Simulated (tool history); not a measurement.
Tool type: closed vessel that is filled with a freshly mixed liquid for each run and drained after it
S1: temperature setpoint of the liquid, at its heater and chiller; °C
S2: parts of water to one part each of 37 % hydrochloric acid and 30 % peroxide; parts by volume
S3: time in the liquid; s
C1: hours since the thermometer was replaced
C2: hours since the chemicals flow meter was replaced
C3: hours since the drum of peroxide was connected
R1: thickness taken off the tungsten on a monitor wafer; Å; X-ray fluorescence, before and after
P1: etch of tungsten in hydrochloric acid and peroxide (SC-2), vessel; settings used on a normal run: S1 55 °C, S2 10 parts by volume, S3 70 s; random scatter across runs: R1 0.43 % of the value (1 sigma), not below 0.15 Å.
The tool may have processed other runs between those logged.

run,day,S1,S2,S3,C1,C2,C3,R1
1,0.346,55,10,70,1118.9,247.9,327.6,118.42
2,0.583,70.5,10,70,1124.6,253.6,333.3,310.62
# day 0.612: thermometer replaced
3,0.933,55,10,30,7.7,262,341.7,50.997
4,1.283,38.5,10,70,16.1,270.4,350.1,38.14
5,1.479,55,10,70,20.8,275.1,354.8,118.7
6,1.838,55,17,70,29.4,283.7,363.4,75.098
7,2.2,55,13.5,105,38.1,292.4,372.1,137.75
8,2.371,55,10,70,42.2,296.5,376.2,118.71
9,2.621,55,4,70,48.2,302.5,382.2,236.68
10,2.812,55,10,130,52.8,307.1,386.8,220.7

The next listed run, before its measurement:
11,3.117,55,10,70,60.1,314.4,394.1,?

R1: 118.63 Å

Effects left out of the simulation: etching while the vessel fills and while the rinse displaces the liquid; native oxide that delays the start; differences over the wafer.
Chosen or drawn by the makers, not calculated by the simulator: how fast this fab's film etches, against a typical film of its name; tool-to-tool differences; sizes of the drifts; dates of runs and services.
